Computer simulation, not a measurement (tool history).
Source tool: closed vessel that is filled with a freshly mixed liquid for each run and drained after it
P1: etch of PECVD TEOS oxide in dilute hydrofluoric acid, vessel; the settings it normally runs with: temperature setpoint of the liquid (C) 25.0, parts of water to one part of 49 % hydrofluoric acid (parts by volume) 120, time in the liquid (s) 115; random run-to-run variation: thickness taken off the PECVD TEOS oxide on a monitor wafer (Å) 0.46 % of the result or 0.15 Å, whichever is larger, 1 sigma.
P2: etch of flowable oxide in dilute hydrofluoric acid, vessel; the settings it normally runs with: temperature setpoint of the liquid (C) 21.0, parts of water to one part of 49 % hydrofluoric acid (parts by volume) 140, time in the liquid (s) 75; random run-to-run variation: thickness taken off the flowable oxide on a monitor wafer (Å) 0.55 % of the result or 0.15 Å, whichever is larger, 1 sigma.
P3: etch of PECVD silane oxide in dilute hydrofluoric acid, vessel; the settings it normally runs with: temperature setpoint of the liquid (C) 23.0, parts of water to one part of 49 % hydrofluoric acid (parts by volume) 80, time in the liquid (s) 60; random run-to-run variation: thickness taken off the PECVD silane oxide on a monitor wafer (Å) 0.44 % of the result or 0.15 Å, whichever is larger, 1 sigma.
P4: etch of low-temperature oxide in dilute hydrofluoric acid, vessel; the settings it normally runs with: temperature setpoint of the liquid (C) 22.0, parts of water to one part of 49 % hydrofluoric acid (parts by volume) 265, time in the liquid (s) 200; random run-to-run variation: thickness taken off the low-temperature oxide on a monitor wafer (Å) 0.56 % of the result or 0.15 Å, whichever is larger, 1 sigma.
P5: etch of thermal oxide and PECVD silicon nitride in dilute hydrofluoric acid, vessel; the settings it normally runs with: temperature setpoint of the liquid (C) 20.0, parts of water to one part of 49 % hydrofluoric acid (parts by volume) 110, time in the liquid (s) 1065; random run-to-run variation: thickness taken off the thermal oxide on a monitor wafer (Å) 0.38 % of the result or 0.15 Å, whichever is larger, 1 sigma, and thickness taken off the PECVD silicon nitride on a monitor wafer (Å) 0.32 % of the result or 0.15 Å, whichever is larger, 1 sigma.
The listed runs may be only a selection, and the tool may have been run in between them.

run,hour,process that ran,temperature setpoint of the liquid (C),parts of water to one part of 49 % hydrofluoric acid (parts by volume),time in the liquid (s),thickness taken off the PECVD TEOS oxide on a monitor wafer (Å),thickness taken off the thermal oxide on a monitor wafer (Å),thickness taken off the PECVD silicon nitride on a monitor wafer (Å),thickness taken off the flowable oxide on a monitor wafer (Å),thickness taken off the PECVD silane oxide on a monitor wafer (Å),thickness taken off the low-temperature oxide on a monitor wafer (Å)
1,5.9,P1,25.0,120,115,126.560,,,,,
2,16.8,P5,20.0,110,1065,,367.34,403.91,,,
3,27.5,P1,25.0,120,185,202.880,,,,,
4,33.0,P5,20.0,110,305,,106.51,114.50,,,
5,38.2,P1,32.5,30,115,769.110,,,,,
6,45.8,P2,21.0,140,75,,,,185.380,,
7,55.3,P2,21.0,140,30,,,,73.962,,
8,64.6,P3,30.5,80,60,,,,,146.630,
9,74.2,P1,25.0,195,115,71.636,,,,,
10,81.2,P1,25.0,120,115,126.750,,,,,
11,88.0,P4,17.0,265,200,,,,,,121.93
12,94.9,P2,21.0,140,75,,,,183.780,,
13,101.4,P4,22.0,265,335,,,,,,244.03
14,109.8,P1,17.0,120,115,92.164,,,,,
15,120.1,P1,25.0,120,115,126.770,,,,,
16,128.4,P5,20.0,160,1065,,241.73,279.76,,,
17,138.3,P1,25.0,30,115,567.930,,,,,
18,144.2,P1,25.0,120,30,32.706,,,,,
19,154.4,P4,22.0,125,200,,,,,,357.01
20,162.0,P5,20.0,110,1065,,370.26,401.88,,,
21,171.9,P4,22.0,265,200,,,,,,145.05
22,179.0,P2,21.0,220,75,,,,106.880,,
23,184.6,P5,17.0,110,1065,,327.07,328.03,,,
24,195.1,P3,23.0,80,30,,,,,54.901,
25,202.1,P1,33.0,120,115,171.520,,,,,
26,207.8,P3,23.0,20,60,,,,,472.200,
27,216.9,P3,23.0,80,60,,,,,109.010,
28,227.0,P2,17.0,140,75,,,,156.350,,
29,233.6,P1,25.0,120,115,126.880,,,,,
30,240.6,P1,25.0,120,115,126.490,,,,,
31,250.9,P1,25.0,120,115,123.290,,,,,
32,260.0,P1,25.0,120,115,121.630,,,,,
33,267.6,P1,25.0,120,115,120.640,,,,,
34,277.5,P1,25.0,120,115,120.700,,,,,
35,287.5,P1,25.0,120,115,118.320,,,,,
36,293.8,P1,25.0,120,115,119.850,,,,,
37,299.9,P1,25.0,120,115,120.500,,,,,
38,307.9,P1,25.0,120,115,120.010,,,,,
39,317.2,P1,25.0,120,115,118.570,,,,,
40,325.9,P1,25.0,120,115,118.790,,,,,
41,333.6,P1,25.0,120,115,119.140,,,,,

P1 has crept away from where it was. The log is fitted equally well by each of these 2 causes, at the sizes shown:
A: liquid colder than its thermometer reads (K) = 1.57
B: hydrofluoric acid flow below the setpoint (%) = 5.17
The process output started creeping at around hour 240.6.

Which of the 4 check runs listed below separates the causes, so that each cause would produce a clearly different result? Each run uses one wafer, and its results are marked with question marks.
check 1,341.3,P2,17.0,140,35,,,,?,,
check 2,341.3,P5,17.0,110,560,,?,?,,,
check 3,341.3,P4,19.0,265,200,,,,,,?
check 4,341.3,P3,30.0,25,60,,,,,?,

Expected result of each check under each candidate cause:
check,result,if A,if B
check 1,thickness taken off the flowable oxide on a monitor wafer (Å),68.404,68.725
check 2,thickness taken off the thermal oxide on a monitor wafer (Å),160.82,161.97
check 2,thickness taken off the PECVD silicon nitride on a monitor wafer (Å),154.63,163.94
check 3,thickness taken off the low-temperature oxide on a monitor wafer (Å),123.29,122.51
check 4,thickness taken off the PECVD silane oxide on a monitor wafer (Å),471.340,475.310
Per check, the gap between the least separated pair of causes, taken in the result that splits them most: check 1 0.47 %; check 2 5.85 %; check 3 0.63 %; check 4 0.84 %
Only in check 2 would the causes give clearly different results; in the remaining checks their results would be nearly the same.

Check 2 was then run and gave: thickness taken off the thermal oxide on a monitor wafer (Å) 162.55; thickness taken off the PECVD silicon nitride on a monitor wafer (Å) 163.32. Which cause is it?

It was cause B: hydrofluoric acid flow below the setpoint (%).
